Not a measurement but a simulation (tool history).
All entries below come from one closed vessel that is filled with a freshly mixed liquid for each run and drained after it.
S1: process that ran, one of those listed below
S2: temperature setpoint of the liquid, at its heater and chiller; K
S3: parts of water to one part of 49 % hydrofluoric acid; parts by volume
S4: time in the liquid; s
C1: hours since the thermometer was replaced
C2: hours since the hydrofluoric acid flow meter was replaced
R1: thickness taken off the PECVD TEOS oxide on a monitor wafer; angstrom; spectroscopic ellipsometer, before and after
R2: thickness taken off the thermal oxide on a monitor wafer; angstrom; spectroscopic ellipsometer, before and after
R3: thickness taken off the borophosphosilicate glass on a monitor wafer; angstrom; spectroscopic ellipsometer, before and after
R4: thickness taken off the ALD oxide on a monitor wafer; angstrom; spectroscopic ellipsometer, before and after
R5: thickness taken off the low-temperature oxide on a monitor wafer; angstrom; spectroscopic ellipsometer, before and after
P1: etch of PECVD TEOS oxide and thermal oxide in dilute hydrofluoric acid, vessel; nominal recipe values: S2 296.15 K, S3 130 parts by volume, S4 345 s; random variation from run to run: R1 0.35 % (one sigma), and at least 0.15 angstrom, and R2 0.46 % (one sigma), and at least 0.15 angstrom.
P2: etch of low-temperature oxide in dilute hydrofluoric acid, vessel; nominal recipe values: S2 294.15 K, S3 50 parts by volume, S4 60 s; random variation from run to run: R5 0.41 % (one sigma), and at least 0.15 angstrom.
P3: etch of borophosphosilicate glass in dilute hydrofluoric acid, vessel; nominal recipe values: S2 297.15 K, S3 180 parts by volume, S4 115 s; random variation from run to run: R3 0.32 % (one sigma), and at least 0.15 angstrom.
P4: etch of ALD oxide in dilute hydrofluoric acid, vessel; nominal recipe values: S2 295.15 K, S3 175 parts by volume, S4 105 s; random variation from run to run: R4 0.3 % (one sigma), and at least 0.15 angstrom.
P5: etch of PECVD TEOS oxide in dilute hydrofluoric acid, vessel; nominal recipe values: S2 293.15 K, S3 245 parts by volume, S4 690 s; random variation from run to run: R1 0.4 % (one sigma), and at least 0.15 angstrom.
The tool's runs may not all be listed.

{"run": 1, "day": 0.546, "S1": "P1", "S2": 296.15, "S3": 130, "S4": 345, "C1": 361.9, "C2": 667.7, "R1": 493.97, "R2": 117.99}
{"run": 2, "day": 0.946, "S1": "P3", "S2": 297.15, "S3": 180, "S4": 45, "C1": 371.5, "C2": 677.3, "R3": 89.072}
{"run": 3, "day": 1.675, "S1": "P1", "S2": 296.15, "S3": 130, "S4": 575, "C1": 389.0, "C2": 694.8, "R1": 817.51, "R2": 196.88}
{"run": 4, "day": 2.033, "S1": "P1", "S2": 296.15, "S3": 130, "S4": 345, "C1": 397.6, "C2": 703.4, "R1": 490.69, "R2": 118.01}
{"run": 5, "day": 2.479, "S1": "P4", "S2": 295.15, "S3": 175, "S4": 30, "C1": 408.3, "C2": 714.1, "R4": 26.96}
{"run": 6, "day": 3.079, "S1": "P4", "S2": 295.15, "S3": 175, "S4": 105, "C1": 422.7, "C2": 728.5, "R4": 94.197}
{"run": 7, "day": 3.75, "S1": "P2", "S2": 294.15, "S3": 90, "S4": 60, "C1": 438.8, "C2": 744.6, "R5": 98.117}
{"run": 8, "day": 4.129, "S1": "P3", "S2": 304.65, "S3": 180, "S4": 115, "C1": 447.9, "C2": 753.7, "R3": 299.48}
{"run": 9, "day": 4.812, "S1": "P2", "S2": 298.65, "S3": 50, "S4": 60, "C1": 464.3, "C2": 770.1, "R5": 224.47}
{"run": 10, "day": 5.546, "S1": "P1", "S2": 296.15, "S3": 185, "S4": 345, "C1": 481.9, "C2": 787.7, "R1": 324.67, "R2": 77.72}
{"run": 11, "day": 5.921, "S1": "P1", "S2": 296.15, "S3": 130, "S4": 175, "C1": 490.9, "C2": 796.7, "R1": 251.17, "R2": 59.901}
{"run": 12, "day": 6.592, "S1": "P4", "S2": 290.15, "S3": 175, "S4": 105, "C1": 507.0, "C2": 812.8, "R4": 78.041}
{"run": 13, "day": 7.217, "S1": "P1", "S2": 296.15, "S3": 45, "S4": 570, "C1": 522.0, "C2": 827.8, "R1": 2609.6, "R2": 623.1}
{"run": 14, "day": 7.925, "S1": "P1", "S2": 290.15, "S3": 130, "S4": 345, "C1": 539.0, "C2": 844.8, "R1": 389.39, "R2": 93.002}
{"run": 15, "day": 8.492, "S1": "P5", "S2": 293.15, "S3": 405, "S4": 690, "C1": 552.6, "C2": 858.4, "R1": 110.47}
{"run": 16, "day": 9.1, "S1": "P2", "S2": 294.15, "S3": 50, "S4": 30, "C1": 567.2, "C2": 873.0, "R5": 93.068}
{"run": 17, "day": 9.767, "S1": "P1", "S2": 296.15, "S3": 70, "S4": 135, "C1": 583.2, "C2": 889.0, "R1": 386.27, "R2": 92.285}
{"run": 18, "day": 10.346, "S1": "P1", "S2": 296.15, "S3": 130, "S4": 345, "C1": 597.1, "C2": 902.9, "R1": 495.45, "R2": 117.18}
{"run": 19, "day": 10.808, "S1": "P5", "S2": 293.15, "S3": 245, "S4": 315, "C1": 608.2, "C2": 914.0, "R1": 96.126}
{"run": 20, "day": 11.521, "S1": "P3", "S2": 297.15, "S3": 180, "S4": 115, "C1": 625.3, "C2": 931.1, "R3": 227.47}
{"run": 21, "day": 11.938, "S1": "P5", "S2": 293.15, "S3": 245, "S4": 690, "C1": 635.3, "C2": 941.1, "R1": 208.36}
{"run": 22, "day": 12.325, "S1": "P1", "S2": 296.15, "S3": 130, "S4": 345, "C1": 644.6, "C2": 950.4, "R1": 492.87, "R2": 118.42}
{"run": 23, "day": 12.675, "S1": "P4", "S2": 295.15, "S3": 70, "S4": 105, "C1": 653.0, "C2": 958.8, "R4": 267.03}
{"run": 24, "day": 13.346, "S1": "P1", "S2": 296.15, "S3": 130, "S4": 345, "C1": 669.1, "C2": 974.9, "R1": 497.05, "R2": 118.49}
{"run": 25, "day": 13.808, "S1": "P2", "S2": 294.15, "S3": 50, "S4": 60, "C1": 680.2, "C2": 986.0, "R5": 186.65}
{"run": 26, "day": 14.188, "S1": "P5", "S2": 299.15, "S3": 245, "S4": 690, "C1": 689.3, "C2": 995.1, "R1": 261.29}
{"run": 27, "day": 14.729, "S1": "P3", "S2": 297.15, "S3": 70, "S4": 115, "C1": 702.3, "C2": 1008.1, "R3": 670.72}
{"run": 28, "day": 15.283, "S1": "P3", "S2": 297.15, "S3": 180, "S4": 115, "C1": 715.6, "C2": 1021.4, "R3": 228.95}
{"run": 29, "day": 15.871, "S1": "P1", "S2": 296.15, "S3": 130, "S4": 345, "C1": 729.7, "C2": 1035.5, "R1": 492.05, "R2": 117.2}
{"run": 30, "day": 16.342, "S1": "P1", "S2": 302.65, "S3": 130, "S4": 345, "C1": 741.0, "C2": 1046.8, "R1": 628.83, "R2": 151.08}
{"run": 31, "day": 16.979, "S1": "P4", "S2": 295.15, "S3": 175, "S4": 105, "C1": 756.3, "C2": 1062.1, "R4": 94.682}
{"run": 32, "day": 17.396, "S1": "P1", "S2": 296.15, "S3": 65, "S4": 345, "C1": 766.3, "C2": 1072.1, "R1": 1064.6, "R2": 255.06}
{"run": 33, "day": 18.004, "S1": "P1", "S2": 296.15, "S3": 130, "S4": 345, "C1": 780.9, "C2": 1086.7, "R1": 495.41, "R2": 117.65}
{"run": 34, "day": 18.629, "S1": "P1", "S2": 296.15, "S3": 130, "S4": 345, "C1": 795.9, "C2": 1101.7, "R1": 478.99, "R2": 114.44}
{"run": 35, "day": 19.083, "S1": "P1", "S2": 296.15, "S3": 130, "S4": 345, "C1": 806.8, "C2": 1112.6, "R1": 475.47, "R2": 113.05}
{"run": 36, "day": 19.85, "S1": "P1", "S2": 296.15, "S3": 130, "S4": 345, "C1": 825.2, "C2": 1131.0, "R1": 461.07, "R2": 110.54}
{"run": 37, "day": 20.538, "S1": "P1", "S2": 296.15, "S3": 130, "S4": 345, "C1": 841.7, "C2": 1147.5, "R1": 458.99, "R2": 109.88}
{"run": 38, "day": 21.283, "S1": "P1", "S2": 296.15, "S3": 130, "S4": 345, "C1": 859.6, "C2": 1165.4, "R1": 455.98, "R2": 107.99}
{"run": 39, "day": 21.858, "S1": "P1", "S2": 296.15, "S3": 130, "S4": 345, "C1": 873.4, "C2": 1179.2, "R1": 454.1, "R2": 109.9}
{"run": 40, "day": 22.571, "S1": "P1", "S2": 296.15, "S3": 130, "S4": 345, "C1": 890.5, "C2": 1196.3, "R1": 452.93, "R2": 107.21}
{"run": 41, "day": 23.325, "S1": "P1", "S2": 296.15, "S3": 130, "S4": 345, "C1": 908.6, "C2": 1214.4, "R1": 451.73, "R2": 108.16}
{"run": 42, "day": 23.829, "S1": "P1", "S2": 296.15, "S3": 130, "S4": 345, "C1": 920.7, "C2": 1226.5, "R1": 451.43, "R2": 107.96}
{"run": 43, "day": 24.354, "S1": "P1", "S2": 296.15, "S3": 130, "S4": 345, "C1": 933.3, "C2": 1239.1, "R1": 450.43, "R2": 107.33}
{"run": 44, "day": 24.8, "S1": "P1", "S2": 296.15, "S3": 130, "S4": 345, "C1": 944.0, "C2": 1249.8, "R1": 449.36, "R2": 107.76}

Something has made what P1 gives creep away from where it was; the 2 causes below, each at its own stated size, fit the log equally well:
A: hydrofluoric acid flow below the setpoint (%) = 7.67
B: liquid colder than its thermometer reads (K) = 2.33
The process output started creeping at around day 18.004.

Listed below are the offered check runs, one wafer per run, with question marks in place of results. For which of them would the causes give clearly different outcomes?
{"run": "check 1", "day": 25.246, "S1": "P5", "S2": 298.15, "S3": 370, "S4": 690, "R1": "?"}
{"run": "check 2", "day": 25.246, "S1": "P4", "S2": 295.15, "S3": 110, "S4": 105, "R4": "?"}
{"run": "check 3", "day": 25.246, "S1": "P2", "S2": 294.15, "S3": 90, "S4": 30, "R5": "?"}
{"run": "check 4", "day": 25.246, "S1": "P3", "S2": 297.15, "S3": 75, "S4": 115, "R3": "?"}

Outcome of each check run for each possible cause:
check=check_1 result=R1 if_A=132.240 if_B=136.300
check=check_2 result=R4 if_A=148.100 if_B=147.500
check=check_3 result=R5 if_A=45.052 if_B=44.694
check=check_4 result=R3 if_A=567.330 if_B=563.220
Minimum pairwise separation of causes per check, each pair taken at its best-separating result: check 1 3.02 %; check 2 0.41 %; check 3 0.8 %; check 4 0.73 %
Only in check 1 would the causes give clearly different results; in the remaining checks their results would be nearly the same.

After running check 1, the following was obtained: R1 136.290 angstrom. Which cause does this point to?

Of the candidate causes, it is B: liquid colder than its thermometer reads (K).
